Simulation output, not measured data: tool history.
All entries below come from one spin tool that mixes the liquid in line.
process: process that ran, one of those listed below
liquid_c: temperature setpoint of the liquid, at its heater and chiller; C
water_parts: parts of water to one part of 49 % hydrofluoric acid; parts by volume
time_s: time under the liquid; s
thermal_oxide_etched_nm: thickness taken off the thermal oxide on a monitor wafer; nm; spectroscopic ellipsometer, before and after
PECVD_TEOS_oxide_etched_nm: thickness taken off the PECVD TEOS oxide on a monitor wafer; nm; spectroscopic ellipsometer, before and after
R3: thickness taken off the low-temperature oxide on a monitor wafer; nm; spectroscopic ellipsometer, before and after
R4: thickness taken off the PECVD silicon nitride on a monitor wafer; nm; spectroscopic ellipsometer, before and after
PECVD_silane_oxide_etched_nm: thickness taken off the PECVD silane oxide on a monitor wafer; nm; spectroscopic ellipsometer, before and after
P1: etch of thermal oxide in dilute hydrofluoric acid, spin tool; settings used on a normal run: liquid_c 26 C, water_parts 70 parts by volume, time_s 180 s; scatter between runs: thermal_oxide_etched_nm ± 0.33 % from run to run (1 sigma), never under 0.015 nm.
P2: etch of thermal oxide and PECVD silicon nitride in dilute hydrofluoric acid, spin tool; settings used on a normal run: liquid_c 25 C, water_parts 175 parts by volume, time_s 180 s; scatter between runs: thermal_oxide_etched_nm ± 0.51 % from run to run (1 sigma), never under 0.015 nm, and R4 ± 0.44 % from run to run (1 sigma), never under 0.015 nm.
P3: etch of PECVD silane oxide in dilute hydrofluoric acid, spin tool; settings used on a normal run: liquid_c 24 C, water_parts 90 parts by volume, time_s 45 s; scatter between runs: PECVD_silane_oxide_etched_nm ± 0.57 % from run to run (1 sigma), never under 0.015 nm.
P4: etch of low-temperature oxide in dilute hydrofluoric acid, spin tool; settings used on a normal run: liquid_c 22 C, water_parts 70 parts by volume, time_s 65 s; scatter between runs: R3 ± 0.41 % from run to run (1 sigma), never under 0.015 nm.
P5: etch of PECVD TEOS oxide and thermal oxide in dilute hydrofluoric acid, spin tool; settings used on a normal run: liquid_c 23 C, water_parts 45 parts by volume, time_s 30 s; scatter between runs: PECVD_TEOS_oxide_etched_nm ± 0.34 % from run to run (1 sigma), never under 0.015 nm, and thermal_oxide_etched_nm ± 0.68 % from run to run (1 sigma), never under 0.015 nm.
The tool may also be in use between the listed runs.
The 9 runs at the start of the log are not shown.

{"run": 10, "day": 5.1, "process": "P4", "liquid_c": 22, "water_parts": 70, "time_s": 65, "R3": 31.373}
{"run": 11, "day": 5.567, "process": "P2", "liquid_c": 18, "water_parts": 175, "time_s": 180, "thermal_oxide_etched_nm": 3.6468, "R4": 3.9499}
{"run": 12, "day": 5.904, "process": "P1", "liquid_c": 26, "water_parts": 70, "time_s": 180, "thermal_oxide_etched_nm": 13.747}
{"run": 13, "day": 6.321, "process": "P1", "liquid_c": 26, "water_parts": 105, "time_s": 180, "thermal_oxide_etched_nm": 8.7545}
{"run": 14, "day": 6.942, "process": "P1", "liquid_c": 32, "water_parts": 70, "time_s": 180, "thermal_oxide_etched_nm": 17.418}
{"run": 15, "day": 7.354, "process": "P1", "liquid_c": 26, "water_parts": 70, "time_s": 180, "thermal_oxide_etched_nm": 13.758}
{"run": 16, "day": 7.738, "process": "P3", "liquid_c": 24, "water_parts": 50, "time_s": 45, "PECVD_silane_oxide_etched_nm": 44.43}
{"run": 17, "day": 8.138, "process": "P5", "liquid_c": 23, "water_parts": 45, "time_s": 15, "thermal_oxide_etched_nm": 1.608, "PECVD_TEOS_oxide_etched_nm": 4.9424}
{"run": 18, "day": 8.725, "process": "P3", "liquid_c": 17, "water_parts": 90, "time_s": 45, "PECVD_silane_oxide_etched_nm": 17.593}
{"run": 19, "day": 9.4, "process": "P3", "liquid_c": 24, "water_parts": 90, "time_s": 45, "PECVD_silane_oxide_etched_nm": 23.26}
{"run": 20, "day": 9.938, "process": "P2", "liquid_c": 25, "water_parts": 175, "time_s": 345, "thermal_oxide_etched_nm": 9.0003, "R4": 12.106}
{"run": 21, "day": 10.529, "process": "P2", "liquid_c": 25, "water_parts": 290, "time_s": 180, "thermal_oxide_etched_nm": 2.5198, "R4": 3.7595}
{"run": 22, "day": 11.212, "process": "P5", "liquid_c": 30.5, "water_parts": 45, "time_s": 30, "thermal_oxide_etched_nm": 4.251, "PECVD_TEOS_oxide_etched_nm": 13.276}
{"run": 23, "day": 11.65, "process": "P5", "liquid_c": 23, "water_parts": 45, "time_s": 30, "thermal_oxide_etched_nm": 3.1823, "PECVD_TEOS_oxide_etched_nm": 9.8252}
{"run": 24, "day": 12.312, "process": "P4", "liquid_c": 22, "water_parts": 70, "time_s": 130, "R3": 62.516}
{"run": 25, "day": 12.717, "process": "P4", "liquid_c": 22, "water_parts": 125, "time_s": 65, "R3": 16.497}
{"run": 26, "day": 13.096, "process": "P1", "liquid_c": 26, "water_parts": 70, "time_s": 65, "thermal_oxide_etched_nm": 4.9824}

Expected results for the next run?
{"run": 27, "day": 13.767, "process": "P1", "liquid_c": 32.5, "water_parts": 40, "time_s": 180, "thermal_oxide_etched_nm": "?"}

{"run 27": {"thermal_oxide_etched_nm": 32.787}}
